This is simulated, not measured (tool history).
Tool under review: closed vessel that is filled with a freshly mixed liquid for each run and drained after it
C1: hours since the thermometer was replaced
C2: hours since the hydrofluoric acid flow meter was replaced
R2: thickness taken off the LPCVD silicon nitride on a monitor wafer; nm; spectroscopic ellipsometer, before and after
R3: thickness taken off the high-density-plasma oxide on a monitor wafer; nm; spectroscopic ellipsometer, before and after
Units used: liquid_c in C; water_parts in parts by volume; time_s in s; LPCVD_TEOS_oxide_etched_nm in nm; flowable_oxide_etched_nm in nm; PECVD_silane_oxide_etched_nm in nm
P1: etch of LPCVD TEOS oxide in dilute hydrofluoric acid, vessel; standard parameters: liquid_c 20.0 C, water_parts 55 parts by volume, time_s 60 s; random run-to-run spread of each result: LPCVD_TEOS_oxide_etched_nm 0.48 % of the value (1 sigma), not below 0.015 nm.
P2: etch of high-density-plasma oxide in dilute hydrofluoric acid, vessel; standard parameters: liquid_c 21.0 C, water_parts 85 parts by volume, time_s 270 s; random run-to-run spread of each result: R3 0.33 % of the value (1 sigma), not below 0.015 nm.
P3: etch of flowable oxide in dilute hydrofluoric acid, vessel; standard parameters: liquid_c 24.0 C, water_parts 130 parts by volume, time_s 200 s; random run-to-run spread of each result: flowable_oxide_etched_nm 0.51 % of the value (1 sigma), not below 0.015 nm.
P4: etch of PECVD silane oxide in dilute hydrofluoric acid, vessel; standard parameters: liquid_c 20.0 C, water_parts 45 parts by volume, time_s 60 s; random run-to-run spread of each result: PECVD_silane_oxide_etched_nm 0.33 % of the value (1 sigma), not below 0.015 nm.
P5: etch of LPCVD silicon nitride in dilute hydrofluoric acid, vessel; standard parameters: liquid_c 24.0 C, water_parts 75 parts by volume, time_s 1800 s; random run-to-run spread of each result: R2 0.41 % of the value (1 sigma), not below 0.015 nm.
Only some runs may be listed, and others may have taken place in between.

run 1 hour=3.1 | process=P1 liquid_c=20.0 water_parts=55 time_s=60 | C1=1061.2 C2=828.9 | LPCVD_TEOS_oxide_etched_nm=16.9510
run 2 hour=7.3 | process=P1 liquid_c=20.0 water_parts=55 time_s=30 | C1=1065.4 C2=833.1 | LPCVD_TEOS_oxide_etched_nm=8.5033
run 3 hour=11.2 | process=P5 liquid_c=24.0 water_parts=75 time_s=1800 | C1=1069.3 C2=837.0 | R2=12.3880
run 4 hour=14.0 | process=P1 liquid_c=23.5 water_parts=55 time_s=60 | C1=1072.1 C2=839.8 | LPCVD_TEOS_oxide_etched_nm=19.6200
run 5 hour=16.5 | process=P2 liquid_c=21.0 water_parts=35 time_s=270 | C1=1074.6 C2=842.3 | R3=41.1240
run 6 hour=20.4 | process=P5 liquid_c=24.0 water_parts=110 time_s=1800 | C1=1078.5 C2=846.2 | R2=8.4902
run 7 hour=23.6 | process=P1 liquid_c=20.0 water_parts=30 time_s=60 | C1=1081.7 C2=849.4 | LPCVD_TEOS_oxide_etched_nm=32.0620
run 8 hour=27.0 | process=P3 liquid_c=24.0 water_parts=75 time_s=200 | C1=1085.1 C2=852.8 | flowable_oxide_etched_nm=107.310
run 9 hour=30.0 | process=P1 liquid_c=27.0 water_parts=55 time_s=30 | C1=1088.1 C2=855.8 | LPCVD_TEOS_oxide_etched_nm=11.1800
run 10 hour=31.9 | process=P4 liquid_c=24.5 water_parts=45 time_s=60 | C1=1090.0 C2=857.7 | PECVD_silane_oxide_etched_nm=69.282
run 11 hour=35.3 | process=P1 liquid_c=20.0 water_parts=55 time_s=60 | C1=1093.4 C2=861.1 | LPCVD_TEOS_oxide_etched_nm=16.7460
run 12 hour=39.1 | process=P1 liquid_c=17.0 water_parts=55 time_s=60 | C1=1097.2 C2=864.9 | LPCVD_TEOS_oxide_etched_nm=14.8870
run 13 hour=42.4 | process=P2 liquid_c=21.0 water_parts=85 time_s=270 | C1=1100.5 C2=868.2 | R3=15.8250
run 14 hour=45.8 | process=P1 liquid_c=20.0 water_parts=55 time_s=60 | C1=1103.9 C2=871.6 | LPCVD_TEOS_oxide_etched_nm=16.9220
run 15 hour=48.8 | process=P1 liquid_c=20.0 water_parts=55 time_s=60 | C1=1106.9 C2=874.6 | LPCVD_TEOS_oxide_etched_nm=16.9930
run 16 hour=53.2 | process=P2 liquid_c=21.0 water_parts=85 time_s=150 | C1=1111.3 C2=879.0 | R3=8.8327
-- hour=54.2 thermometer replaced
run 17 hour=56.0 | process=P1 liquid_c=20.0 water_parts=80 time_s=60 | C1=1.8 C2=881.8 | LPCVD_TEOS_oxide_etched_nm=11.3030
run 18 hour=58.5 | process=P2 liquid_c=21.0 water_parts=85 time_s=270 | C1=4.3 C2=884.3 | R3=15.8940
run 19 hour=61.2 | process=P5 liquid_c=18.0 water_parts=75 time_s=1800 | C1=7.0 C2=887.0 | R2=8.2152
run 20 hour=64.0 | process=P1 liquid_c=17.0 water_parts=30 time_s=60 | C1=9.8 C2=889.8 | LPCVD_TEOS_oxide_etched_nm=28.2370
run 21 hour=66.5 | process=P3 liquid_c=24.0 water_parts=130 time_s=200 | C1=12.3 C2=892.3 | flowable_oxide_etched_nm=57.470
run 22 hour=68.4 | process=P3 liquid_c=24.0 water_parts=130 time_s=340 | C1=14.2 C2=894.2 | flowable_oxide_etched_nm=98.794
run 23 hour=72.6 | process=P4 liquid_c=20.0 water_parts=45 time_s=30 | C1=18.4 C2=898.4 | PECVD_silane_oxide_etched_nm=28.631
run 24 hour=76.4 | process=P1 liquid_c=20.0 water_parts=55 time_s=60 | C1=22.2 C2=902.2 | LPCVD_TEOS_oxide_etched_nm=16.9280
run 25 hour=78.9 | process=P4 liquid_c=20.0 water_parts=45 time_s=60 | C1=24.7 C2=904.7 | PECVD_silane_oxide_etched_nm=57.430
run 26 hour=81.2 | process=P5 liquid_c=24.0 water_parts=75 time_s=480 | C1=27.0 C2=907.0 | R2=3.3072
run 27 hour=84.6 | process=P3 liquid_c=19.0 water_parts=130 time_s=200 | C1=30.4 C2=910.4 | flowable_oxide_etched_nm=47.336
run 28 hour=88.6 | process=P2 liquid_c=17.0 water_parts=85 time_s=270 | C1=34.4 C2=914.4 | R3=13.5070
run 29 hour=92.3 | process=P4 liquid_c=20.0 water_parts=70 time_s=60 | C1=38.1 C2=918.1 | PECVD_silane_oxide_etched_nm=35.699
run 30 hour=96.7 | process=P1 liquid_c=20.0 water_parts=55 time_s=105 | C1=42.5 C2=922.5 | LPCVD_TEOS_oxide_etched_nm=29.2500
run 31 hour=100.0 | process=P1 liquid_c=20.0 water_parts=55 time_s=60 | C1=45.8 C2=925.8 | LPCVD_TEOS_oxide_etched_nm=16.9040
run 32 hour=103.9 | process=P1 liquid_c=20.0 water_parts=55 time_s=60 | C1=49.7 C2=929.7 | LPCVD_TEOS_oxide_etched_nm=16.5310
run 33 hour=108.3 | process=P1 liquid_c=20.0 water_parts=55 time_s=60 | C1=54.1 C2=934.1 | LPCVD_TEOS_oxide_etched_nm=16.0500
run 34 hour=112.1 | process=P1 liquid_c=20.0 water_parts=55 time_s=60 | C1=57.9 C2=937.9 | LPCVD_TEOS_oxide_etched_nm=15.8670
run 35 hour=115.7 | process=P1 liquid_c=20.0 water_parts=55 time_s=60 | C1=61.5 C2=941.5 | LPCVD_TEOS_oxide_etched_nm=16.0630
run 36 hour=119.7 | process=P1 liquid_c=20.0 water_parts=55 time_s=60 | C1=65.5 C2=945.5 | LPCVD_TEOS_oxide_etched_nm=16.0560
run 37 hour=123.2 | process=P1 liquid_c=20.0 water_parts=55 time_s=60 | C1=69.0 C2=949.0 | LPCVD_TEOS_oxide_etched_nm=16.0270
run 38 hour=126.2 | process=P1 liquid_c=20.0 water_parts=55 time_s=60 | C1=72.0 C2=952.0 | LPCVD_TEOS_oxide_etched_nm=15.9400
run 39 hour=129.1 | process=P1 liquid_c=20.0 water_parts=55 time_s=60 | C1=74.9 C2=954.9 | LPCVD_TEOS_oxide_etched_nm=16.0630

What P1 gives has crept away from where it was. These 2 causes fit the log equally well, each at the size given:
A: liquid colder than its thermometer reads (K) = 1.52
B: hydrofluoric acid flow below the setpoint (%) = 5.88
Onset of the creep was near hour 100.0.

Question marks stand in for the results of the 4 check runs listed below, each run on one wafer. Under which run would the listed causes show clearly different results?
run check 1 hour=132.0 | process=P5 liquid_c=24.0 water_parts=75 time_s=1800 | R2=?
run check 2 hour=132.0 | process=P3 liquid_c=24.0 water_parts=130 time_s=200 | flowable_oxide_etched_nm=?
run check 3 hour=132.0 | process=P4 liquid_c=20.0 water_parts=45 time_s=60 | PECVD_silane_oxide_etched_nm=?
run check 4 hour=132.0 | process=P2 liquid_c=21.0 water_parts=85 time_s=270 | R3=?

Expected result of each check under each candidate cause:
check=check_1 result=R2 if_A=11.1980 if_B=11.6810
check=check_2 result=flowable_oxide_etched_nm if_A=54.540 if_B=53.959
check=check_3 result=PECVD_silane_oxide_etched_nm if_A=53.714 if_B=53.779
check=check_4 result=R3 if_A=14.8980 if_B=14.8400
Minimum pairwise separation of causes per check, each pair taken at its best-separating result: check 1 4.22 %; check 2 1.07 %; check 3 0.12 %; check 4 0.39 %
Of the check runs offered, only check 1 discriminates between the causes; the rest would read about the same regardless of which cause applies.

Check 1 was carried out, with these results: R2 11.6730 nm. Which of the listed causes is responsible?

B is the cause: hydrofluoric acid flow below the setpoint (%).
